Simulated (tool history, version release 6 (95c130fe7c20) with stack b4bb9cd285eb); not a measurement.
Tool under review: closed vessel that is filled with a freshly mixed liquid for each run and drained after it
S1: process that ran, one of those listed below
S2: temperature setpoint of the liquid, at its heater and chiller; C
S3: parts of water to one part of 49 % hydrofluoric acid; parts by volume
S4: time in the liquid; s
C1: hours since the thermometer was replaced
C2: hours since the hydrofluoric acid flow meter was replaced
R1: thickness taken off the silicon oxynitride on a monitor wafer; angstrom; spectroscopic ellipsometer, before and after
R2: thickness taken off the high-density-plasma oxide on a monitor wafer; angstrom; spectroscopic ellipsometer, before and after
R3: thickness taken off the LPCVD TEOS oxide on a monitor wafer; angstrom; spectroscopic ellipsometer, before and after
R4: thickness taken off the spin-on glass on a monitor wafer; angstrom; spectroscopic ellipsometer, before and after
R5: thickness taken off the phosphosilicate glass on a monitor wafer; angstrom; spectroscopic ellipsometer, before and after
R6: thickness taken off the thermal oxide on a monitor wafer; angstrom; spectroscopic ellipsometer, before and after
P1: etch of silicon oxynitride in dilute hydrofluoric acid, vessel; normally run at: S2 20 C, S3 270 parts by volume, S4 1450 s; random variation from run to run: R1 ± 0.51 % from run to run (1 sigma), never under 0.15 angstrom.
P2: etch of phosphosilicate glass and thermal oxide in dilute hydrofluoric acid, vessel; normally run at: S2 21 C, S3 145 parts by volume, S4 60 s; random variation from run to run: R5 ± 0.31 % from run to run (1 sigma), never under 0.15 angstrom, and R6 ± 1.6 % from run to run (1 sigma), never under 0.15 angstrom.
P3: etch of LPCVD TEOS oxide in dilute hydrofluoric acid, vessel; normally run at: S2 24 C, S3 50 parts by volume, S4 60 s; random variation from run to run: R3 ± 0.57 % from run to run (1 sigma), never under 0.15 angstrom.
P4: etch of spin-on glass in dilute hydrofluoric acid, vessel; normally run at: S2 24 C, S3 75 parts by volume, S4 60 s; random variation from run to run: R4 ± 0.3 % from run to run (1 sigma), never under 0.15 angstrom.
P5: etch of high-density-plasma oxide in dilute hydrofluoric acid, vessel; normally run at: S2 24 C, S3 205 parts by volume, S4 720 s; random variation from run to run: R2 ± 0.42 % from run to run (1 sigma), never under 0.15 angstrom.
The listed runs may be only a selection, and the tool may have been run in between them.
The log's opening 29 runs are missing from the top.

run 30 hour=337.4 | S1=P5 S2=24 S3=335 S4=720 | C1=1831.5 C2=923.1 | R2=106.18
run 31 hour=351.8 | S1=P1 S2=27.5 S3=175 S4=1450 | C1=1845.9 C2=937.5 | R1=194.98
run 32 hour=362.5 | S1=P1 S2=20 S3=270 S4=1450 | C1=1856.6 C2=948.2 | R1=84.036
run 33 hour=369.6 | S1=P1 S2=20 S3=270 S4=1450 | C1=1863.7 C2=955.3 | R1=82.725
run 34 hour=380.3 | S1=P1 S2=20 S3=270 S4=1450 | C1=1874.4 C2=966 | R1=80.35
run 35 hour=390.4 | S1=P1 S2=20 S3=270 S4=1450 | C1=1884.5 C2=976.1 | R1=79.147
run 36 hour=400.1 | S1=P1 S2=20 S3=270 S4=1450 | C1=1894.2 C2=985.8 | R1=78.169
run 37 hour=410.2 | S1=P1 S2=20 S3=270 S4=1450 | C1=1904.3 C2=995.9 | R1=77.338
run 38 hour=424.4 | S1=P1 S2=20 S3=270 S4=1450 | C1=1918.5 C2=1010.1 | R1=77.484
run 39 hour=437.8 | S1=P1 S2=20 S3=270 S4=1450 | C1=1931.9 C2=1023.5 | R1=77.484

Run 40 has not been measured yet. What should we expect?
run 40 hour=444.8 | S1=P1 S2=20 S3=270 S4=1450 | C1=1938.9 C2=1030.5 | R1=?

{"run 40": {"R1": 78.359}}

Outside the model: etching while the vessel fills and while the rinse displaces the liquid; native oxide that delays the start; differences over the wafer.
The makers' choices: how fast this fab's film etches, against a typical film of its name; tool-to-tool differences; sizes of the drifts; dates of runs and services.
